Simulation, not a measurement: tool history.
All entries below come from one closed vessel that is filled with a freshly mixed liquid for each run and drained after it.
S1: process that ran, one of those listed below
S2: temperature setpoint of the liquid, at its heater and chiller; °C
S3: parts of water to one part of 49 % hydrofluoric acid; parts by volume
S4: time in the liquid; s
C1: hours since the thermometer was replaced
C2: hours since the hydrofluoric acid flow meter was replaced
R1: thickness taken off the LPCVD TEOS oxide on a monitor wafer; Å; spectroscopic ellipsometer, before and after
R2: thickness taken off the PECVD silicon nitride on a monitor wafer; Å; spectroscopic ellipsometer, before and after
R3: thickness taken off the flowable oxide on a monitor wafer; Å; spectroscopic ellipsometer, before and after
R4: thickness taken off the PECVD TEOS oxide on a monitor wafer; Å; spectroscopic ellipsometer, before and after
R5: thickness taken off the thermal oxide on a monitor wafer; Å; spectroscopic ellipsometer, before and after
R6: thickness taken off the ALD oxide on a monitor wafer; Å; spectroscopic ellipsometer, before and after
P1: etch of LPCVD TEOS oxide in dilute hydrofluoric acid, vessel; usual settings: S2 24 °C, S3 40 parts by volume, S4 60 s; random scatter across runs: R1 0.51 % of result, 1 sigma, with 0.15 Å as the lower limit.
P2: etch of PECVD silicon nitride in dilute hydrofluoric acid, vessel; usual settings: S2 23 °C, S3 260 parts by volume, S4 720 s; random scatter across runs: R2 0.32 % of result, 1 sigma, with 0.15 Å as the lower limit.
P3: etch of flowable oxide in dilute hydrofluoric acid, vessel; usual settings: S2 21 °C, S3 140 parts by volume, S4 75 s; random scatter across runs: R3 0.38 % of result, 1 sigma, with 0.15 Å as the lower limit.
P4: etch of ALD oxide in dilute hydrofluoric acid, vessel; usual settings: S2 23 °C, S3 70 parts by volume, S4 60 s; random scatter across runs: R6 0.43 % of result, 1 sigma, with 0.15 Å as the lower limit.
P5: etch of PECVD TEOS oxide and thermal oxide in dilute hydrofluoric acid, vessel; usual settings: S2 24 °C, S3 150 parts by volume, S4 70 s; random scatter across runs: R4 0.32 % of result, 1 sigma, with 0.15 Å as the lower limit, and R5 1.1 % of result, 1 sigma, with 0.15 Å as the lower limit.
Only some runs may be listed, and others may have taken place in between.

run	hour	S1	S2	S3	S4	C1	C2	R1	R2	R3	R4	R5	R6
1	8.9	P1	24	40	60	316	1509.9	268.61					
2	24.2	P1	24	65	60	331.3	1525.2	159.33					
3	38.6	P2	23	400	720	345.7	1539.6		73.585				
4	49.8	P3	21	140	30	356.9	1550.8			53.769			
5	59.8	P5	24	150	70	366.9	1560.8				69.002	19.683	
6	72	P4	18	70	60	379.1	1573						145.78
7	85.8	P5	30	150	70	392.9	1586.8				86.417	24.383	
8	97.9	P4	23	70	115	405	1598.9						342.14
9	109.2	P1	24	20	60	416.3	1610.2	546.69					
10	117.6	P1	24	40	30	424.7	1618.6	133.64					
11	126.8	P4	23	70	60	433.9	1627.8						178.26
12	135.2	P2	17	260	720	442.3	1636.2		76.661				
13	143.6	P1	24	40	60	450.7	1644.6	268.85					
14	154.4	P3	21	245	75	461.5	1655.4			69.84			
15	168.8	P3	17	140	75	475.9	1669.8			115.78			
16	178.7	P3	21	140	75	485.8	1679.7			134.49			
17	186	P1	24	40	60	493.1	1687	265.57					
18	199.8	P2	23	260	720	506.9	1700.8		111.9				
19	210	P2	23	260	300	517.1	1711		47.005				
20	221.9	P1	24	40	60	529	1722.9	268.23					
21	230.6	P1	24	20	115	537.7	1731.6	1053.6					
22	241.8	P2	23	260	720	548.9	1742.8		113.06				
23	251.3	P1	17	40	60	558.4	1752.3	199.36					
24	259.5	P3	21	140	75	566.6	1760.5			134.53			
25	268.8	P1	17	60	60	575.9	1769.8	130.27					
26	278.9	P5	24	150	30	586	1779.9				29.856	8.4323	
27	290.5	P4	23	20	60	597.6	1791.5						671.5
28	299.8	P1	18.5	55	60	606.9	1800.8	151.86					
29	312.5	P1	24	40	110	619.6	1813.5	487.88					
30	321.5	P1	32	40	60	628.6	1822.5	372.77					
31	336.9	P1	24	40	60	644	1837.9	268.45					
32	344.5	P1	24	40	60	651.6	1845.5	268.2					
33	353.6	P5	24	30	70	660.7	1854.6				404.75	113.93	
34	369.3	P1	24	40	60	676.4	1870.3	269.23					
35	383.8	P1	24	40	60	690.9	1884.8	256.91					
36	398.5	P1	24	40	60	705.6	1899.5	250.89					
37	409.2	P1	24	40	60	716.3	1910.2	248.32					
38	425.4	P1	24	40	60	732.5	1926.4	246.71					
39	439.4	P1	24	40	60	746.5	1940.4	246.61					

What will run 40 give?
40	450	P1	24	40	60	757.1	1951	?					

Logged for run 40: R1 244.93 Å.

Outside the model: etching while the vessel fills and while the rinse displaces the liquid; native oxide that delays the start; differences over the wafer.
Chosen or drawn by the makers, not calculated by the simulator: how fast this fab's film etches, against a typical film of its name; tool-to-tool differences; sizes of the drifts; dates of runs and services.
